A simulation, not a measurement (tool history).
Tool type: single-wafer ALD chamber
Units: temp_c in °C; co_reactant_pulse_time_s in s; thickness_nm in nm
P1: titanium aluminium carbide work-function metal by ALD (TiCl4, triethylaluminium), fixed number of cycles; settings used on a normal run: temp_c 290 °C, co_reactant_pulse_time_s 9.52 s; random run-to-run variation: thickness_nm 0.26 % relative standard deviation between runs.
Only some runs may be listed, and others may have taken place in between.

run	hour	temp_c	co_reactant_pulse_time_s	hours since the last thermocouple change	hours since the last triethylaluminium bottle change	thickness_nm
1	11.2	290	9.52	497.0	924.0	1.9302
2	22.1	272	13.23	507.9	934.9	1.8196
3	31.0	265	9.52	516.8	943.8	1.7127
4	39.0	290	9.52	524.8	951.8	1.9227
5	48.2	311	14.98	534.0	961.0	2.1918
6	60.5	290	9.52	546.3	973.3	1.9301
7	67.2	312	9.52	553.0	980.0	2.1172
8	77.8	306	5.34	563.6	990.6	1.8177
# hour 83.7: triethylaluminium bottle replaced
9	86.6	290	9.52	572.4	3.0	1.9345
10	93.5	290	4.19	579.3	9.9	1.5313
11	102.8	290	14.21	588.6	19.2	1.9868
12	111.9	290	9.52	597.7	28.3	1.9320
13	122.7	290	9.52	608.5	39.1	1.9220
14	133.7	290	9.52	619.5	50.1	1.9050
15	142.2	290	9.52	628.0	58.6	1.9159
16	154.1	290	9.52	639.9	70.5	1.9071
17	165.3	290	9.52	651.1	81.7	1.9035
18	174.0	290	9.52	659.8	90.4	1.9032
19	185.6	290	9.52	671.4	102.0	1.9046
20	195.2	290	9.52	681.0	111.6	1.9054
21	204.5	290	9.52	690.3	120.9	1.9032
22	216.7	290	9.52	702.5	133.1	1.9071
23	227.4	290	9.52	713.2	143.8	1.8966

What P1 gives has crept off from where it sat before. The 2 causes that follow fit the log equally well, each at the size noted:
A: wafer temperature below the value expected at the setpoint (K) = 3.4
B: triethylaluminium dose below that of a fresh bottle (%) = 10.1
The drift started at roughly hour 111.9.

Of the 4 check runs listed below, each run on one wafer and each result written as a question mark, which would let you distinguish the listed causes because they would give clearly different results?
check 1	238.1	266	9.52			?
check 2	238.1	271	9.52			?
check 3	238.1	280	9.52			?
check 4	238.1	281	4.32			?

Outcome of each check run for each possible cause:
check	result	if A	if B
check 1	thickness_nm	1.6945	1.6968
check 2	thickness_nm	1.7368	1.7386
check 3	thickness_nm	1.8134	1.8144
check 4	thickness_nm	1.4663	1.4194
Gap, in per cent, between the two causes that each check separates least, read from the result that separates them most: check 1 0.14 %; check 2 0.1 %; check 3 0.05 %; check 4 3.25 %
Check 4 tells the causes apart: in the others they would give nearly the same result.

Check 4 has now been run. It gave: thickness_nm 1.4241 nm. Which of the candidate causes is it?

It is B: triethylaluminium dose below that of a fresh bottle (%).

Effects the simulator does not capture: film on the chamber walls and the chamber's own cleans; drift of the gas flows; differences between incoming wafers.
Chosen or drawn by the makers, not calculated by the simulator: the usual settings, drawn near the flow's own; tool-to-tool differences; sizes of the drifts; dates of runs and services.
